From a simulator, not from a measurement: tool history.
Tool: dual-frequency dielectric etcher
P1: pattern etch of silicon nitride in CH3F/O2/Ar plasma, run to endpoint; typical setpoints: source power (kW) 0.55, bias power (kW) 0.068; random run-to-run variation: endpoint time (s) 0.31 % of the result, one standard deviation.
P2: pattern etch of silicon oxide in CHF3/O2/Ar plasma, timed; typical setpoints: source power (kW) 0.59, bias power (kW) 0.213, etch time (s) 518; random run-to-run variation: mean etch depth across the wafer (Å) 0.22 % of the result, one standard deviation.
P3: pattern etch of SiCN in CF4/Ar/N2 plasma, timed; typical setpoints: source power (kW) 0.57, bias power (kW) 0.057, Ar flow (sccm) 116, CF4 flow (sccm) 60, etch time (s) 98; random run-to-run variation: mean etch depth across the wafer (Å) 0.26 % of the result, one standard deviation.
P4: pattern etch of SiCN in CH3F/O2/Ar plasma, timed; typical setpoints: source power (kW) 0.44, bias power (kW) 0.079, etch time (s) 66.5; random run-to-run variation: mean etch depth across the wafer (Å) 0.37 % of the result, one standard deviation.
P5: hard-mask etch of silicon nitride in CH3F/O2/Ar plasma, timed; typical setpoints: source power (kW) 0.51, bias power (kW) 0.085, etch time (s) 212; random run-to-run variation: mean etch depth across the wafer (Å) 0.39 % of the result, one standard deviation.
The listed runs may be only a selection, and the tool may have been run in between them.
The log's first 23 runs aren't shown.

run    day  process that ran  source power (kW)  bias power (kW)  etch time (s)  Ar flow (sccm)  CF4 flow (sccm)  hours since the last wet clean  hours since the last source power generator calibration  hours since the last bias power generator calibration  endpoint time (s)  mean etch depth across the wafer (Å)
 24  3.038                P3               0.57            0.034             98             116               60                            40.4                                                   1305.7                                                 1364.1                                                   784.22
 25  3.204                P1               0.55            0.068                                                                            44.4                                                   1309.7                                                 1368.1             41.777
 26  3.338                P5               0.33            0.085            212                                                             47.6                                                   1312.9                                                 1371.3                                                     1452
 27  3.417                P2               0.81            0.213            518                                                             49.5                                                   1314.8                                                 1373.2                                                    12320
 28  3.542                P1               0.55            0.068                                                                            52.5                                                   1317.8                                                 1376.2             41.879
 29  3.675                P1               0.55            0.052                                                                            55.7                                                     1321                                                 1379.4             45.588
 30  3.783                P1               0.55            0.082                                                                            58.3                                                   1323.6                                                   1382             39.166
 31  3.946                P1               0.44             0.05                                                                            62.2                                                   1327.5                                                 1385.9             50.178
 32  4.058                P2               0.59            0.213            518                                                             64.9                                                   1330.2                                                 1388.6                                                    10934
 33  4.212                P3               0.57            0.057             98             116               60                            68.6                                                   1333.9                                                 1392.3                                                   923.66
 34  4.304                P3               0.35            0.057             98             116               60                            70.8                                                   1336.1                                                 1394.5                                                   605.06
 35  4.429                P1               0.55            0.068                                                                            73.8                                                   1339.1                                                 1397.5             41.933
 36  4.558                P1               0.55            0.068                                                                            76.9                                                   1342.2                                                 1400.6             42.046
 37  4.721                P1               0.55            0.068                                                                            80.8                                                   1346.1                                                 1404.5             42.234

Run 38 comes next. What will it give?
 38  4.883                P1               0.55            0.068                                                                            84.7                                                     1350                                                 1408.4                  ?

{"run 38": {"endpoint time (s)": 42.232}}
